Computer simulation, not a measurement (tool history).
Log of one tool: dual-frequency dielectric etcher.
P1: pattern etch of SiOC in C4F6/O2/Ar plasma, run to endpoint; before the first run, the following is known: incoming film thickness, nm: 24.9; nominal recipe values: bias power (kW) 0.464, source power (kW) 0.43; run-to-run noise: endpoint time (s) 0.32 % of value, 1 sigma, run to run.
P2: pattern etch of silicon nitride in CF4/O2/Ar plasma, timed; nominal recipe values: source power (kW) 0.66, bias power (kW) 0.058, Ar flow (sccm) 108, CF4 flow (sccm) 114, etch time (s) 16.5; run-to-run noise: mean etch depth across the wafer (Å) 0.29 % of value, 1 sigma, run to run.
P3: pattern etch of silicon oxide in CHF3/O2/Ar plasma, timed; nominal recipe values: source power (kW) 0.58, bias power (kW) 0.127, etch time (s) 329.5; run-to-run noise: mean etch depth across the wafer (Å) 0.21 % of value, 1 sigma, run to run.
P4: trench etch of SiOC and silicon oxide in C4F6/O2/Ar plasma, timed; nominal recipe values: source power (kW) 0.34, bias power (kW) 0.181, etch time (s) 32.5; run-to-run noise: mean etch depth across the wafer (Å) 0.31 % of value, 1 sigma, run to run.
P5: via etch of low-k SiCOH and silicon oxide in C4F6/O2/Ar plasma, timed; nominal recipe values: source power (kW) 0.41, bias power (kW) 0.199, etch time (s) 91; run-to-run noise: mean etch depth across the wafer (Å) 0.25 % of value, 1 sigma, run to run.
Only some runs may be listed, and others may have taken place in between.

run   hour  process that ran  bias power (kW)  source power (kW)  Ar flow (sccm)  CF4 flow (sccm)  etch time (s)  endpoint time (s)  mean etch depth across the wafer (Å)
  1      9                P1            0.464               0.43                                                             8.6018
  2   15.5                P2            0.073               0.66             108              114           16.5                                                   458.55
  3   19.9                P3            0.157               0.58                                           329.5                                                   6079.1
  4   24.6                P4            0.181               0.34                                            20.5                                                   374.59
  5   32.7                P2            0.058               0.66             108              114           20.5                                                   522.88
  6   38.3                P5            0.199               0.41                                              91                                                   2686.4
  7   44.2                P2            0.058               0.66             108              114           16.5                                                   418.72
  8   49.8                P1             0.27               0.43                                                             10.475
  9   56.5                P1            0.464               0.43                                                             8.6657
 10     62                P5            0.199               0.52                                              91                                                   2926.4
 11   70.3                P2            0.058               0.66              83              114           16.5                                                    432.5
 12   74.8                P1            0.464               0.43                                                             8.6268
 13   81.2                P1            0.464               0.31                                                             9.6915
 14   89.9                P1            0.464               0.43                                                             8.6491
 15     96                P2            0.058               0.66             108              114           16.5                                                   417.29
 16  104.7                P1            0.464               0.43                                                             8.6306
 17  108.7                P3            0.127               0.47                                           329.5                                                     5234
 18  116.8                P3            0.127               0.58                                           329.5                                                   5689.3
 19  122.7                P1            0.583               0.43                                                             7.9309

What will run 20 give?
 20  130.7                P2            0.058               0.42             108              114           16.5                                                        ?

{"run 20": {"mean etch depth across the wafer (Å)": 282.06}}
